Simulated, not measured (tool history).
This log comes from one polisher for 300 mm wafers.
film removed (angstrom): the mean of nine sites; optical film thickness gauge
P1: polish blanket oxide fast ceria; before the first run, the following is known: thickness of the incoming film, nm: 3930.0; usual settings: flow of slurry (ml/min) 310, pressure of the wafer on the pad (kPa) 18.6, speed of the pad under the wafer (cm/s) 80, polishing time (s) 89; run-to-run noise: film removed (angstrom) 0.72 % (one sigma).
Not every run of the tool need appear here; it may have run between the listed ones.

run,day,flow of slurry (ml/min),pressure of the wafer on the pad (kPa),speed of the pad under the wafer (cm/s),polishing time (s),film removed (angstrom)
1,0.471,310,18.6,80,89,11229
2,1.154,475,18.6,80,89,11503
3,1.679,310,18.6,80,89,11066
4,2.025,310,18.6,126,89,17851
5,2.554,310,18.6,36,89,5022.6
6,2.921,310,18.6,80,120,15178
7,3.471,185,18.6,80,89,10661
8,3.958,310,11,80,89,6691.8
9,4.662,310,18.6,62,59,5777.2
10,5.167,310,18.6,80,89,11218
# day 5.821: head pressure recalibrated
11,5.85,310,18.6,80,89,11383
12,6.217,310,18.6,80,89,11344
13,6.871,310,18.6,80,45,5655.5

Run 14 has not been measured yet. What should we expect?
14,7.4,310,29,80,89,?

Logged for run 14: film removed (angstrom) 17679.
